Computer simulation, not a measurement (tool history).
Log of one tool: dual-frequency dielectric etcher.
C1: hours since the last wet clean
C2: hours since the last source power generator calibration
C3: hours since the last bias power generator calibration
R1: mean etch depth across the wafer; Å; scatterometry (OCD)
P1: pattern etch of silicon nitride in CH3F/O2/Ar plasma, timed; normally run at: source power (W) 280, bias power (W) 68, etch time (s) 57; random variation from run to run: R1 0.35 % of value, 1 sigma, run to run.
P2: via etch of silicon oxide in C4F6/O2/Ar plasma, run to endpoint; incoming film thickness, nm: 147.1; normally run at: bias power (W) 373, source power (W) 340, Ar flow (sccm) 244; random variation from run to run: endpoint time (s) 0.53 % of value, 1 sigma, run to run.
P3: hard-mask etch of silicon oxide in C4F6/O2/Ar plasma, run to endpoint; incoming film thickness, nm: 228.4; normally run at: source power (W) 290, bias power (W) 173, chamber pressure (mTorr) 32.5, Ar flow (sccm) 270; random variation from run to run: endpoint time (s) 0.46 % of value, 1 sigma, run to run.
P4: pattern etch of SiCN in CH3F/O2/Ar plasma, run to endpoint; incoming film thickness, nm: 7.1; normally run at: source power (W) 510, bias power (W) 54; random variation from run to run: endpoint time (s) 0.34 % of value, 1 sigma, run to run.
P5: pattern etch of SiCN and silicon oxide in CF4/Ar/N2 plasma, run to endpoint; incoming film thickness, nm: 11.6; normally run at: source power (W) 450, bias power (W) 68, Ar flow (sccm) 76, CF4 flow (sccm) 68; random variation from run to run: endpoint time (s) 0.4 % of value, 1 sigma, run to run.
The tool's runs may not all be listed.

Run 1, day 0.342: process that ran P1, source power (W) 280, bias power (W) 68, etch time (s) 57; C1 72.3; C2 1155.8; C3 812.3. Result: R1 345.35 Å.
Run 2, day 0.546: process that ran P1, source power (W) 280, bias power (W) 68, etch time (s) 57; C1 77.2; C2 1160.7; C3 817.2. Result: R1 345.74 Å.
Run 3, day 0.904: process that ran P3, source power (W) 290, bias power (W) 113, chamber pressure (mTorr) 32.5, Ar flow (sccm) 270; C1 85.8; C2 1169.3; C3 825.8. Result: endpoint time (s) 93.617.
Run 4, day 1.188: process that ran P2, source power (W) 340, bias power (W) 373, Ar flow (sccm) 244; C1 92.6; C2 1176.1; C3 832.6. Result: endpoint time (s) 37.714.
Run 5, day 1.546: process that ran P4, source power (W) 510, bias power (W) 54; C1 101.2; C2 1184.7; C3 841.2. Result: endpoint time (s) 19.095.
Run 6, day 1.817: process that ran P5, source power (W) 560, bias power (W) 68, Ar flow (sccm) 76, CF4 flow (sccm) 68; C1 107.7; C2 1191.2; C3 847.7. Result: endpoint time (s) 11.
Run 7, day 2.2: process that ran P5, source power (W) 450, bias power (W) 41, Ar flow (sccm) 76, CF4 flow (sccm) 68; C1 116.9; C2 1200.4; C3 856.9. Result: endpoint time (s) 15.743.
Run 8, day 2.575: process that ran P4, source power (W) 510, bias power (W) 33; C1 125.9; C2 1209.4; C3 865.9. Result: endpoint time (s) 21.99.
Run 9, day 2.962: process that ran P1, source power (W) 280, bias power (W) 90, etch time (s) 57; C1 135.2; C2 1218.7; C3 875.2. Result: R1 383.21 Å.
Run 10, day 3.296: process that ran P2, source power (W) 400, bias power (W) 373, Ar flow (sccm) 244; C1 143.2; C2 1226.7; C3 883.2. Result: endpoint time (s) 35.4.
Run 11, day 3.625: process that ran P3, source power (W) 410, bias power (W) 173, chamber pressure (mTorr) 32.5, Ar flow (sccm) 270; C1 151.1; C2 1234.6; C3 891.1. Result: endpoint time (s) 71.897.
Run 12, day 3.842: process that ran P1, source power (W) 390, bias power (W) 68, etch time (s) 57; C1 156.3; C2 1239.8; C3 896.3. Result: R1 393.77 Å.
At day 3.871: wet clean of the chamber.
Run 13, day 4.2: process that ran P4, source power (W) 510, bias power (W) 54; C1 8; C2 1248.4; C3 904.9. Result: endpoint time (s) 19.172.
Run 14, day 4.492: process that ran P3, source power (W) 290, bias power (W) 173, chamber pressure (mTorr) 32.5, Ar flow (sccm) 343; C1 15; C2 1255.4; C3 911.9. Result: endpoint time (s) 84.869.
Run 15, day 4.875: process that ran P1, source power (W) 330, bias power (W) 68, etch time (s) 77.5; C1 24.2; C2 1264.6; C3 921.1. Result: R1 501.25 Å.
Run 16, day 5.104: process that ran P1, source power (W) 280, bias power (W) 50, etch time (s) 57; C1 29.7; C2 1270.1; C3 926.6. Result: R1 313.72 Å.
Run 17, day 5.329: process that ran P1, source power (W) 280, bias power (W) 68, etch time (s) 57; C1 35.1; C2 1275.5; C3 932. Result: R1 346.6 Å.
Run 18, day 5.667: process that ran P2, source power (W) 340, bias power (W) 373, Ar flow (sccm) 302; C1 43.2; C2 1283.6; C3 940.1. Result: endpoint time (s) 38.573.
Run 19, day 5.867: process that ran P5, source power (W) 450, bias power (W) 68, Ar flow (sccm) 61, CF4 flow (sccm) 68; C1 48; C2 1288.4; C3 944.9. Result: endpoint time (s) 12.868.
Run 20, day 6.154: process that ran P1, source power (W) 280, bias power (W) 68, etch time (s) 39.5; C1 54.9; C2 1295.3; C3 951.8. Result: R1 239.21 Å.
Run 21, day 6.575: process that ran P2, source power (W) 340, bias power (W) 373, Ar flow (sccm) 244; C1 65; C2 1305.4; C3 961.9. Result: endpoint time (s) 37.322.
Run 22, day 6.804: process that ran P1, source power (W) 190, bias power (W) 68, etch time (s) 57; C1 70.5; C2 1310.9; C3 967.4. Result: R1 299.71 Å.
Run 23, day 7.121: process that ran P2, source power (W) 340, bias power (W) 504, Ar flow (sccm) 244; C1 78.1; C2 1318.5; C3 975. Result: endpoint time (s) 33.892.
Run 24, day 7.512: process that ran P1, source power (W) 280, bias power (W) 68, etch time (s) 57; C1 87.5; C2 1327.9; C3 984.4. Result: R1 347.88 Å.
Run 25, day 7.883: process that ran P3, source power (W) 290, bias power (W) 173, chamber pressure (mTorr) 39, Ar flow (sccm) 270; C1 96.4; C2 1336.8; C3 993.3. Result: endpoint time (s) 84.43.
Run 26, day 8.254: process that ran P1, source power (W) 280, bias power (W) 68, etch time (s) 57; C1 105.3; C2 1345.7; C3 1002.2. Result: R1 347.33 Å.
Run 27, day 8.517: process that ran P5, source power (W) 450, bias power (W) 68, Ar flow (sccm) 76, CF4 flow (sccm) 91; C1 111.6; C2 1352; C3 1008.5. Result: endpoint time (s) 12.945.
Run 28, day 8.733: process that ran P5, source power (W) 450, bias power (W) 68, Ar flow (sccm) 76, CF4 flow (sccm) 68; C1 116.8; C2 1357.2; C3 1013.7. Result: endpoint time (s) 13.439.
Run 29, day 9.083: process that ran P4, source power (W) 680, bias power (W) 54; C1 125.2; C2 1365.6; C3 1022.1. Result: endpoint time (s) 16.957.
Run 30, day 9.396: process that ran P3, source power (W) 290, bias power (W) 173, chamber pressure (mTorr) 32.5, Ar flow (sccm) 270; C1 132.7; C2 1373.1; C3 1029.6. Result: endpoint time (s) 82.086.
Run 31, day 9.583: process that ran P1, source power (W) 280, bias power (W) 68, etch time (s) 78; C1 137.2; C2 1377.6; C3 1034.1. Result: R1 474.52 Å.
Run 32, day 9.842: process that ran P1, source power (W) 280, bias power (W) 68, etch time (s) 57; C1 143.4; C2 1383.8; C3 1040.3. Result: R1 348.52 Å.
Run 33, day 10.162: process that ran P1, source power (W) 280, bias power (W) 68, etch time (s) 57; C1 151.1; C2 1391.5; C3 1048. Result: R1 341.35 Å.
Run 34, day 10.475: process that ran P1, source power (W) 280, bias power (W) 68, etch time (s) 57; C1 158.6; C2 1399; C3 1055.5. Result: R1 342.27 Å.
Run 35, day 10.796: process that ran P1, source power (W) 280, bias power (W) 68, etch time (s) 57; C1 166.3; C2 1406.7; C3 1063.2. Result: R1 343.21 Å.
At day 10.912: wet clean of the chamber.
Run 36, day 11.004: process that ran P1, source power (W) 280, bias power (W) 68, etch time (s) 57; C1 2.3; C2 1411.7; C3 1068.2. Result: R1 342.5 Å.
Run 37, day 11.312: process that ran P1, source power (W) 280, bias power (W) 68, etch time (s) 57; C1 9.7; C2 1419.1; C3 1075.6. Result: R1 341.75 Å.
Run 38, day 11.538: process that ran P1, source power (W) 280, bias power (W) 68, etch time (s) 57; C1 15.1; C2 1424.5; C3 1081. Result: R1 341.17 Å.
Run 39, day 11.779: process that ran P1, source power (W) 280, bias power (W) 68, etch time (s) 57; C1 20.9; C2 1430.3; C3 1086.8. Result: R1 341.21 Å.
Run 40, day 12: process that ran P1, source power (W) 280, bias power (W) 68, etch time (s) 57; C1 26.2; C2 1435.6; C3 1092.1. Result: R1 341.4 Å.

Something has made what P1 gives creep away from where it was; the 2 causes below, each at its own stated size, fit the log equally well:
A: source power that arrives under what is set, % = 4.49
B: bias power that arrives under what is set, % = 4.89
At approximately day 9.842, the process output began to creep.
Excluded causes, each with its reason:
chamber walls in a state that lowers the etch rate, %: work on it at day 10.912, done after the drift set in, did not restore what the process gave before

Of the 4 check runs below, each run on 2 wafers with the results averaged and each result still a question mark, which one would tell the listed causes apart?
Run check 1, day 12.221: process that ran P4, source power (W) 510, bias power (W) 41. Result: endpoint time (s) ?.
Run check 2, day 12.221: process that ran P2, source power (W) 340, bias power (W) 495, Ar flow (sccm) 300. Result: endpoint time (s) ?.
Run check 3, day 12.221: process that ran P5, source power (W) 450, bias power (W) 68, Ar flow (sccm) 61, CF4 flow (sccm) 90. Result: endpoint time (s) ?.
Run check 4, day 12.221: process that ran P3, source power (W) 400, bias power (W) 116, chamber pressure (mTorr) 32.5, Ar flow (sccm) 270. Result: endpoint time (s) ?.

How each check would come out, cause by cause:
  check             result    if A    if B
check 1  endpoint time (s)  21.147  21.078
check 2  endpoint time (s)  35.261  35.329
check 3  endpoint time (s)  13.087   12.75
check 4  endpoint time (s)  83.846  83.492
Minimum pairwise separation of causes per check, each pair taken at its best-separating result: check 1 0.33 %; check 2 0.19 %; check 3 2.61 %; check 4 0.42 %
Only check 3 tells the causes apart: in the others they would give nearly the same result.

Check 3 has now been run. It gave: endpoint time (s) 13.159. Which of the candidate causes is it?

It is A: source power that arrives under what is set, %.

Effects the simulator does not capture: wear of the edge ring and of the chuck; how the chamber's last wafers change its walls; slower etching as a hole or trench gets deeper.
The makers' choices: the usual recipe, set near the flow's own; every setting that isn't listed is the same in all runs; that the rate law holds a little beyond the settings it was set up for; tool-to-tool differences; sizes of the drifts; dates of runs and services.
